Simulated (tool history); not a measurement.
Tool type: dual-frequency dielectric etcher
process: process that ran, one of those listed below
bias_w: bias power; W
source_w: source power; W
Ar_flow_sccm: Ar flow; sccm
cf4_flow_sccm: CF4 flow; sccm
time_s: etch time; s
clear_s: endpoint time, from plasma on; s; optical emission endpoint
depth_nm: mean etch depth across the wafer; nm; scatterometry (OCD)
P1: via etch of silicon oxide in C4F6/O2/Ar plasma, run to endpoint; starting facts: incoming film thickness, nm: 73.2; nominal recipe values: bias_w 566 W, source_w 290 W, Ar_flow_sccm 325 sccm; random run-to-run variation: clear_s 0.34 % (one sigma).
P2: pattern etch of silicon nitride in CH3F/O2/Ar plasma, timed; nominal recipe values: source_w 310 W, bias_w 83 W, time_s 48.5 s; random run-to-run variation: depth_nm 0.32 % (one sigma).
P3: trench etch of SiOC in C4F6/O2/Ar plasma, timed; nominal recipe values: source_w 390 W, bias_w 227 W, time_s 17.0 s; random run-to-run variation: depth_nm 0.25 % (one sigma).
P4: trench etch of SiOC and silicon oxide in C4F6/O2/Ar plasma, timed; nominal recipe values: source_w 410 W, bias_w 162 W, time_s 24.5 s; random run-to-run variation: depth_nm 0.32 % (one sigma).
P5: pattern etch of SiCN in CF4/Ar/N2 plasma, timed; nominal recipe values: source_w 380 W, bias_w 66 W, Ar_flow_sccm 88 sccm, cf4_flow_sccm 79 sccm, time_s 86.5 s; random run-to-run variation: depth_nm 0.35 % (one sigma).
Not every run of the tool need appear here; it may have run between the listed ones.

run 1 hour=5.5 | process=P1 bias_w=566 source_w=290 Ar_flow_sccm=325 | clear_s=17.626
run 2 hour=12.8 | process=P1 bias_w=566 source_w=400 Ar_flow_sccm=325 | clear_s=15.586
run 3 hour=17.4 | process=P1 bias_w=566 source_w=290 Ar_flow_sccm=325 | clear_s=17.480
run 4 hour=24.6 | process=P5 bias_w=92 source_w=380 Ar_flow_sccm=88 cf4_flow_sccm=79 time_s=86.5 | depth_nm=72.359
run 5 hour=29.4 | process=P3 bias_w=227 source_w=390 time_s=23.5 | depth_nm=52.679
run 6 hour=34.2 | process=P4 bias_w=162 source_w=410 time_s=24.5 | depth_nm=47.478
run 7 hour=40.7 | process=P1 bias_w=566 source_w=290 Ar_flow_sccm=402 | clear_s=17.983
run 8 hour=44.0 | process=P2 bias_w=83 source_w=310 time_s=48.5 | depth_nm=32.715
run 9 hour=51.0 | process=P1 bias_w=566 source_w=290 Ar_flow_sccm=325 | clear_s=17.540
-- hour=54.8 wet clean of the chamber
run 10 hour=56.5 | process=P4 bias_w=162 source_w=410 time_s=18.5 | depth_nm=36.150
run 11 hour=59.9 | process=P5 bias_w=66 source_w=490 Ar_flow_sccm=88 cf4_flow_sccm=79 time_s=86.5 | depth_nm=80.648
run 12 hour=67.0 | process=P3 bias_w=227 source_w=530 time_s=17.0 | depth_nm=42.849
run 13 hour=71.4 | process=P2 bias_w=83 source_w=200 time_s=48.5 | depth_nm=27.682
run 14 hour=75.0 | process=P3 bias_w=227 source_w=390 time_s=17.0 | depth_nm=38.078
run 15 hour=80.8 | process=P1 bias_w=691 source_w=290 Ar_flow_sccm=325 | clear_s=16.233
-- hour=85.7 bias power generator calibrated
run 16 hour=85.9 | process=P5 bias_w=66 source_w=380 Ar_flow_sccm=88 cf4_flow_sccm=79 time_s=48.5 | depth_nm=36.161
run 17 hour=91.2 | process=P2 bias_w=83 source_w=310 time_s=26.5 | depth_nm=17.934
run 18 hour=95.5 | process=P3 bias_w=315 source_w=390 time_s=17.0 | depth_nm=42.551
run 19 hour=103.3 | process=P5 bias_w=66 source_w=380 Ar_flow_sccm=88 cf4_flow_sccm=79 time_s=86.5 | depth_nm=64.624
run 20 hour=110.0 | process=P1 bias_w=343 source_w=290 Ar_flow_sccm=325 | clear_s=21.250
run 21 hour=115.9 | process=P4 bias_w=124 source_w=410 time_s=24.5 | depth_nm=43.612
run 22 hour=123.5 | process=P2 bias_w=109 source_w=310 time_s=48.5 | depth_nm=36.184
run 23 hour=127.0 | process=P1 bias_w=566 source_w=290 Ar_flow_sccm=325 | clear_s=17.513
run 24 hour=132.2 | process=P5 bias_w=66 source_w=380 Ar_flow_sccm=66 cf4_flow_sccm=79 time_s=86.5 | depth_nm=67.153
run 25 hour=138.3 | process=P1 bias_w=566 source_w=230 Ar_flow_sccm=325 | clear_s=19.010
run 26 hour=141.8 | process=P4 bias_w=162 source_w=530 time_s=24.5 | depth_nm=52.779
run 27 hour=145.5 | process=P1 bias_w=566 source_w=290 Ar_flow_sccm=202 | clear_s=16.663
run 28 hour=150.8 | process=P5 bias_w=66 source_w=380 Ar_flow_sccm=88 cf4_flow_sccm=46 time_s=86.5 | depth_nm=59.534
run 29 hour=155.9 | process=P3 bias_w=227 source_w=390 time_s=17.0 | depth_nm=38.099
run 30 hour=162.2 | process=P1 bias_w=404 source_w=220 Ar_flow_sccm=325 | clear_s=22.035
run 31 hour=169.3 | process=P1 bias_w=566 source_w=290 Ar_flow_sccm=325 | clear_s=17.508
run 32 hour=177.0 | process=P1 bias_w=566 source_w=290 Ar_flow_sccm=325 | clear_s=17.397
run 33 hour=180.8 | process=P1 bias_w=566 source_w=290 Ar_flow_sccm=325 | clear_s=17.353
run 34 hour=186.9 | process=P1 bias_w=566 source_w=290 Ar_flow_sccm=325 | clear_s=17.407
-- hour=189.0 wet clean of the chamber
run 35 hour=191.6 | process=P1 bias_w=566 source_w=290 Ar_flow_sccm=325 | clear_s=17.206

Run 36 is up next; what results do you expect?
-- hour=195.7 Ar flow controller replaced
run 36 hour=195.9 | process=P1 bias_w=566 source_w=290 Ar_flow_sccm=325 | clear_s=?

Logged for run 36: clear_s 17.226 s.
